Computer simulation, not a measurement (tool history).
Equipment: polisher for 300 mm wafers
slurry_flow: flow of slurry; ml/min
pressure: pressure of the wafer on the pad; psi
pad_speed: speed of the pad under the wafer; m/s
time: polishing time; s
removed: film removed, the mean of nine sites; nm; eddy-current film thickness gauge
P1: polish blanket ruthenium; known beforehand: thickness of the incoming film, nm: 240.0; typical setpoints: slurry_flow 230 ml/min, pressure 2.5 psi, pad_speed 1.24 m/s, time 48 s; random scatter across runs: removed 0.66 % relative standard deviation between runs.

run 1 hour=3.7 | slurry_flow=230 pressure=2.5 pad_speed=1.24 time=48 | removed=74.172
run 2 hour=7.9 | slurry_flow=230 pressure=3.6 pad_speed=1.24 time=48 | removed=107.26
run 3 hour=10.6 | slurry_flow=230 pressure=2.5 pad_speed=0.84 time=33 | removed=34.612
run 4 hour=14.1 | slurry_flow=230 pressure=2.5 pad_speed=1.24 time=73 | removed=112.6
run 5 hour=18.4 | slurry_flow=230 pressure=1.5 pad_speed=1.24 time=48 | removed=44.662
run 6 hour=20.8 | slurry_flow=230 pressure=2.5 pad_speed=1.24 time=22 | removed=33.908
-- hour=23.6 head pressure recalibrated
run 7 hour=23.7 | slurry_flow=230 pressure=2.5 pad_speed=0.72 time=48 | removed=43.167
run 8 hour=28.1 | slurry_flow=230 pressure=1.8 pad_speed=1.24 time=28 | removed=31.042
run 9 hour=32 | slurry_flow=230 pressure=2.5 pad_speed=1.9 time=48 | removed=112.4
run 10 hour=35.8 | slurry_flow=230 pressure=2.5 pad_speed=1.24 time=48 | removed=72.776
run 11 hour=40.2 | slurry_flow=230 pressure=2.5 pad_speed=1.24 time=48 | removed=73.498
run 12 hour=43.6 | slurry_flow=230 pressure=2.5 pad_speed=1.24 time=48 | removed=74.359
run 13 hour=47.4 | slurry_flow=140 pressure=2.5 pad_speed=1.24 time=48 | removed=69.311
run 14 hour=50.3 | slurry_flow=345 pressure=2.5 pad_speed=1.24 time=48 | removed=75.913
run 15 hour=52.6 | slurry_flow=230 pressure=2.5 pad_speed=0.7 time=62 | removed=54.256
run 16 hour=55.1 | slurry_flow=230 pressure=2.5 pad_speed=1.24 time=48 | removed=74.093
run 17 hour=57.9 | slurry_flow=230 pressure=2.5 pad_speed=1.24 time=48 | removed=74.638
run 18 hour=61.1 | slurry_flow=230 pressure=2.5 pad_speed=1.24 time=48 | removed=74.323
run 19 hour=64.1 | slurry_flow=230 pressure=2.5 pad_speed=1.24 time=48 | removed=74.237
run 20 hour=66.8 | slurry_flow=230 pressure=2.5 pad_speed=1.24 time=48 | removed=72.434
run 21 hour=71 | slurry_flow=230 pressure=2.5 pad_speed=1.24 time=48 | removed=70.677
run 22 hour=73 | slurry_flow=230 pressure=2.5 pad_speed=1.24 time=48 | removed=71.08

Estimate the outcome of run 23 from the log above:
-- hour=76.2 worn pad replaced by a new one
run 23 hour=76.6 | slurry_flow=230 pressure=2.5 pad_speed=1.24 time=48 | removed=?

Run 23 came out at removed 69.296 nm.
